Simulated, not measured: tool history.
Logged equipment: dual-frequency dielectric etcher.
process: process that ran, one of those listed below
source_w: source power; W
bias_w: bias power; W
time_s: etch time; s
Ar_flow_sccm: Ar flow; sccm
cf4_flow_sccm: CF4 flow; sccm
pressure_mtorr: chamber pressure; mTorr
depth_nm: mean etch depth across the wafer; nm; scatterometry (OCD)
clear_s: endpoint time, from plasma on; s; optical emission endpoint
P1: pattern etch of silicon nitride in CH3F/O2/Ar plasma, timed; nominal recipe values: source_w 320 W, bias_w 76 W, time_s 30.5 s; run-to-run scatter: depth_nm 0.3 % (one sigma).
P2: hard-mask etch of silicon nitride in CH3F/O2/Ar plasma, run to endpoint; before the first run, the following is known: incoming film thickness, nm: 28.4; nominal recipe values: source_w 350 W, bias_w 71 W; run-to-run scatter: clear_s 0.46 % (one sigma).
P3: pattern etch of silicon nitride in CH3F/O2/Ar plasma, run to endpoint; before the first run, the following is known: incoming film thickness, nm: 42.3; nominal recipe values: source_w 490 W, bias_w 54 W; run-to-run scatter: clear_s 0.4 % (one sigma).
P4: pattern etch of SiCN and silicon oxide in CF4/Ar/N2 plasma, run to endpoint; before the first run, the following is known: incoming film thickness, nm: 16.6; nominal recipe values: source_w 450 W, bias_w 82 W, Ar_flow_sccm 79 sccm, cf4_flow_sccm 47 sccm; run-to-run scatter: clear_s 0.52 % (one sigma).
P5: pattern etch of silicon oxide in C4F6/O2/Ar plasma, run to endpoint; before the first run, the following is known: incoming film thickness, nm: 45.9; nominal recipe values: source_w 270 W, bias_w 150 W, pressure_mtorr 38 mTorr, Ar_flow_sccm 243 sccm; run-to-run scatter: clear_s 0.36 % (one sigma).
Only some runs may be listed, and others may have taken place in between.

| run | day | process | source_w | bias_w | time_s | Ar_flow_sccm | cf4_flow_sccm | pressure_mtorr | hours since the last wet clean | hours since the last source power generator calibration | hours since the last bias power generator calibration | depth_nm | clear_s |
|---|---|---|---|---|---|---|---|---|---|---|---|---|---|
| 1 | 0.158 | P1 | 320 | 76 | 30.5 |  |  |  | 305.5 | 1334.3 | 1784.9 | 20.438 |  |
| 2 | 0.404 | P1 | 430 | 76 | 30.5 |  |  |  | 311.4 | 1340.2 | 1790.8 | 22.927 |  |
| 3 | 0.538 | P4 | 450 | 82 |  | 79 | 47 |  | 314.6 | 1343.4 | 1794.0 |  | 19.154 |
| 4 | 0.779 | P3 | 490 | 54 |  |  |  |  | 320.4 | 1349.2 | 1799.8 |  | 63.566 |
| 5 | 1.017 | P4 | 450 | 57 |  | 79 | 47 |  | 326.1 | 1354.9 | 1805.5 |  | 21.530 |
| 6 | 1.321 | P4 | 450 | 82 |  | 79 | 65 |  | 333.4 | 1362.2 | 1812.8 |  | 18.148 |
| 7 | 1.629 | P5 | 270 | 150 |  | 243 |  | 38 | 340.8 | 1369.6 | 1820.2 |  | 18.304 |
| 8 | 1.900 | P4 | 450 | 82 |  | 105 | 47 |  | 347.3 | 1376.1 | 1826.7 |  | 19.878 |
| 9 | 2.075 | P4 | 610 | 82 |  | 79 | 47 |  | 351.5 | 1380.3 | 1830.9 |  | 14.542 |
| 10 | 2.262 | P1 | 320 | 76 | 42.5 |  |  |  | 356.0 | 1384.8 | 1835.4 | 28.554 |  |
| 11 | 2.492 | P2 | 350 | 71 |  |  |  |  | 361.5 | 1390.3 | 1840.9 |  | 43.710 |
| 12 | 2.667 | P3 | 360 | 54 |  |  |  |  | 365.7 | 1394.5 | 1845.1 |  | 71.808 |
| 13 | 2.812 | P1 | 320 | 76 | 30.5 |  |  |  | 369.2 | 1398.0 | 1848.6 | 20.392 |  |
| 14 | 2.967 | P2 | 460 | 71 |  |  |  |  | 372.9 | 1401.7 | 1852.3 |  | 39.373 |
| 15 | 3.196 | P1 | 320 | 52 | 30.5 |  |  |  | 378.4 | 1407.2 | 1857.8 | 17.980 |  |
| 16 | 3.458 | P3 | 490 | 70 |  |  |  |  | 384.7 | 1413.5 | 1864.1 |  | 57.623 |
| 17 | 3.717 | P5 | 270 | 150 |  | 243 |  | 53 | 390.9 | 1419.7 | 1870.3 |  | 19.007 |
| 18 | 3.950 | P5 | 370 | 150 |  | 243 |  | 38 | 396.5 | 1425.3 | 1875.9 |  | 16.136 |
| 19 | 4.233 | P1 | 320 | 76 | 30.5 |  |  |  | 403.3 | 1432.1 | 1882.7 | 20.482 |  |
| 20 | 4.425 | P1 | 440 | 50 | 30.5 |  |  |  | 407.9 | 1436.7 | 1887.3 | 20.220 |  |
| 21 | 4.575 | P1 | 320 | 76 | 30.5 |  |  |  | 411.5 | 1440.3 | 1890.9 | 20.498 |  |
| 22 | 4.804 | P1 | 320 | 95 | 30.5 |  |  |  | 417.0 | 1445.8 | 1896.4 | 22.097 |  |
| 23 | 4.942 | P1 | 240 | 76 | 30.5 |  |  |  | 420.3 | 1449.1 | 1899.7 | 18.385 |  |
| 24 | 5.092 | P5 | 270 | 150 |  | 243 |  | 38 | 423.9 | 1452.7 | 1903.3 |  | 18.442 |
| 25 | 5.329 | P1 | 320 | 76 | 30.5 |  |  |  | 429.6 | 1458.4 | 1909.0 | 20.436 |  |
| 26 | 5.533 | P1 | 320 | 76 | 19.5 |  |  |  | 434.5 | 1463.3 | 1913.9 | 13.074 |  |
| 27 | 5.700 | P2 | 350 | 42 |  |  |  |  | 438.5 | 1467.3 | 1917.9 |  | 51.909 |
| 28 | 5.921 | P5 | 270 | 212 |  | 243 |  | 38 | 443.8 | 1472.6 | 1923.2 |  | 16.409 |
| 29 | 6.212 | P5 | 270 | 150 |  | 329 |  | 38 | 450.8 | 1479.6 | 1930.2 |  | 19.031 |
| 30 | 6.433 | P3 | 490 | 54 |  |  |  |  | 456.1 | 1484.9 | 1935.5 |  | 62.966 |
| 31 | 6.679 | P1 | 320 | 76 | 30.5 |  |  |  | 462.0 | 1490.8 | 1941.4 | 20.472 |  |
| 32 | 6.842 | P1 | 320 | 76 | 30.5 |  |  |  | 465.9 | 1494.7 | 1945.3 | 20.488 |  |
| 33 | 7.125 | P1 | 320 | 76 | 30.5 |  |  |  | 472.7 | 1501.5 | 1952.1 | 20.240 |  |
| 34 | 7.329 | P1 | 320 | 76 | 30.5 |  |  |  | 477.6 | 1506.4 | 1957.0 | 20.250 |  |
| 35 | 7.496 | P1 | 320 | 76 | 30.5 |  |  |  | 481.6 | 1510.4 | 1961.0 | 20.262 |  |
| 36 | 7.708 | P1 | 320 | 76 | 30.5 |  |  |  | 486.7 | 1515.5 | 1966.1 | 20.153 |  |
|  | 7.971 | wet clean of the chamber |
| 37 | 8.012 | P1 | 320 | 76 | 30.5 |  |  |  | 1.0 | 1522.8 | 1973.4 | 20.126 |  |
| 38 | 8.254 | P1 | 320 | 76 | 30.5 |  |  |  | 6.8 | 1528.6 | 1979.2 | 20.227 |  |
| 39 | 8.550 | P1 | 320 | 76 | 30.5 |  |  |  | 13.9 | 1535.7 | 1986.3 | 20.143 |  |
| 40 | 8.746 | P1 | 320 | 76 | 30.5 |  |  |  | 18.6 | 1540.4 | 1991.0 | 20.209 |  |
| 41 | 9.042 | P1 | 320 | 76 | 30.5 |  |  |  | 25.7 | 1547.5 | 1998.1 | 20.108 |  |
| 42 | 9.192 | P1 | 320 | 76 | 30.5 |  |  |  | 29.3 | 1551.1 | 2001.7 | 20.117 |  |

The log shows P1 creeping away from where it was. Any of the 2 causes listed here, at the size stated for it, fits the log just as well as the others:
A: source power that arrives under what is set, % = 3.85
B: bias power that arrives under what is set, % = 4.11
Onset of the creep was near day 6.679.
Excluded causes, each with its reason:
chamber walls in a state that lowers the etch rate, %: its service at day 7.971 followed the start of the drift and did not put the process back to its old value

The list below offers 4 check runs, each averaging the results of 3 wafers, and shows each result as a question mark. For which of them would the listed causes give clearly different results?
| check 1 | 9.342 | P2 | 350 | 45 |  |  |  |  |  |  |  |  | ? |
| check 2 | 9.342 | P5 | 370 | 194 |  | 243 |  | 38 |  |  |  |  | ? |
| check 3 | 9.342 | P4 | 570 | 60 |  | 79 | 47 |  |  |  |  |  | ? |
| check 4 | 9.342 | P3 | 410 | 54 |  |  |  |  |  |  |  |  | ? |

Expected result of each check under each candidate cause:
| check | result | if A | if B |
|---|---|---|---|
| check 1 | clear_s | 51.565 | 51.436 |
| check 2 | clear_s | 15.221 | 15.195 |
| check 3 | clear_s | 17.750 | 17.378 |
| check 4 | clear_s | 68.875 | 68.744 |
Separation of the two closest causes in each check, using whichever result separates them best: check 1 0.25 %; check 2 0.17 %; check 3 2.12 %; check 4 0.19 %
Only check 3 tells the causes apart: in the others they would give nearly the same result.

Check 3 was then run and gave: clear_s 17.275 s. Which cause is it?

The correct cause is B, namely: bias power that arrives under what is set, %.
